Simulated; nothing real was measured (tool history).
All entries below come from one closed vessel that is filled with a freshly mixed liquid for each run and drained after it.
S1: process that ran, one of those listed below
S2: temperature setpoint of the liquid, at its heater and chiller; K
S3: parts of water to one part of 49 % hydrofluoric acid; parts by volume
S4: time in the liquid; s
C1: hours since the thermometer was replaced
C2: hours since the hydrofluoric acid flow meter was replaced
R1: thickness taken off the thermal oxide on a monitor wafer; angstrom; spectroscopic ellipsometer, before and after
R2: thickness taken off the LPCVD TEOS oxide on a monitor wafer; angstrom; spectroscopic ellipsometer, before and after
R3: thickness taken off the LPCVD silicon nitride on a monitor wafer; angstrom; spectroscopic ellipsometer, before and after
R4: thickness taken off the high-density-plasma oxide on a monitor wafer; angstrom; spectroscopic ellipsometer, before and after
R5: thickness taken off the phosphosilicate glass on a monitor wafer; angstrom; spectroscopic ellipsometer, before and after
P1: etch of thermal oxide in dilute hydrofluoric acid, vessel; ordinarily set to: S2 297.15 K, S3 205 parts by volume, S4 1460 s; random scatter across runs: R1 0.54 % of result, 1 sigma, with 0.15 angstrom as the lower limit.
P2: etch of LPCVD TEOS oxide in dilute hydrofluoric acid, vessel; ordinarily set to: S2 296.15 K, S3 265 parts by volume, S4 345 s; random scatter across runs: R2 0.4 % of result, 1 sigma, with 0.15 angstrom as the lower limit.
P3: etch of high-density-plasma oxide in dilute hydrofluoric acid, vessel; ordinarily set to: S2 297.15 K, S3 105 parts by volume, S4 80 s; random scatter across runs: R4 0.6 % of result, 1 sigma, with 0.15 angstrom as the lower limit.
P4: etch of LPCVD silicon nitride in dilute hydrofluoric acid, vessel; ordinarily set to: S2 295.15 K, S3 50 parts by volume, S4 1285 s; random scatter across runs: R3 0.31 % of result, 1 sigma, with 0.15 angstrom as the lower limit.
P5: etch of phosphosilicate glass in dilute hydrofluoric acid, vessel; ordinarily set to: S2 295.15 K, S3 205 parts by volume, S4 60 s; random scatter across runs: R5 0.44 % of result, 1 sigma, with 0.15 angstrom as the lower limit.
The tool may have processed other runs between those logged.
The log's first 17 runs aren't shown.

| run | hour | S1 | S2 | S3 | S4 | C1 | C2 | R1 | R2 | R3 | R4 | R5 |
|---|---|---|---|---|---|---|---|---|---|---|---|---|
| 18 | 86.6 | P2 | 296.15 | 265 | 345 | 549.7 | 69.5 |  | 305.47 |  |  |  |
| 19 | 89.5 | P3 | 297.15 | 105 | 80 | 552.6 | 72.4 |  |  |  | 40.817 |  |
| 20 | 94.6 | P4 | 295.15 | 50 | 2540 | 557.7 | 77.5 |  |  | 271.56 |  |  |
| 21 | 98.2 | P3 | 297.15 | 190 | 80 | 561.3 | 81.1 |  |  |  | 20.168 |  |
| 22 | 102.4 | P4 | 300.15 | 50 | 1285 | 565.5 | 85.3 |  |  | 193.58 |  |  |
| 23 | 106.5 | P1 | 297.15 | 80 | 2620 | 569.6 | 89.4 | 1699.9 |  |  |  |  |
| 24 | 110.5 | P1 | 297.15 | 205 | 1460 | 573.6 | 93.4 | 319.08 |  |  |  |  |
| 25 | 116.2 | P3 | 291.65 | 105 | 80 | 579.3 | 99.1 |  |  |  | 32.345 |  |
| 26 | 121.7 | P5 | 295.15 | 205 | 30 | 584.8 | 104.6 |  |  |  |  | 135.49 |
| 27 | 125.7 | P1 | 297.15 | 205 | 2175 | 588.8 | 108.6 | 473.61 |  |  |  |  |
| 28 | 129.2 | P1 | 297.15 | 205 | 1460 | 592.3 | 112.1 | 318.26 |  |  |  |  |
| 29 | 135.4 | P1 | 297.15 | 205 | 240 | 598.5 | 118.3 | 52.538 |  |  |  |  |
| 30 | 138.6 | P2 | 300.65 | 265 | 345 | 601.7 | 121.5 |  | 355.12 |  |  |  |
| 31 | 143.9 | P1 | 303.15 | 205 | 1460 | 607 | 126.8 | 394.67 |  |  |  |  |
| 32 | 149.1 | P1 | 293.65 | 205 | 1460 | 612.2 | 132 | 278.88 |  |  |  |  |
| 33 | 155 | P5 | 295.15 | 205 | 60 | 618.1 | 137.9 |  |  |  |  | 273.61 |
| 34 | 158.5 | P1 | 297.15 | 205 | 1460 | 621.6 | 141.4 | 318.16 |  |  |  |  |
| 35 | 162.9 | P1 | 297.15 | 205 | 1460 | 626 | 145.8 | 309.22 |  |  |  |  |
| 36 | 167.2 | P1 | 297.15 | 205 | 1460 | 630.3 | 150.1 | 302.67 |  |  |  |  |

Run 37 comes next. What will it give?
| 37 | 170.1 | P1 | 297.15 | 205 | 1460 | 633.2 | 153 | ? |  |  |  |  |

{"run 37": {"R1": 297.34}}

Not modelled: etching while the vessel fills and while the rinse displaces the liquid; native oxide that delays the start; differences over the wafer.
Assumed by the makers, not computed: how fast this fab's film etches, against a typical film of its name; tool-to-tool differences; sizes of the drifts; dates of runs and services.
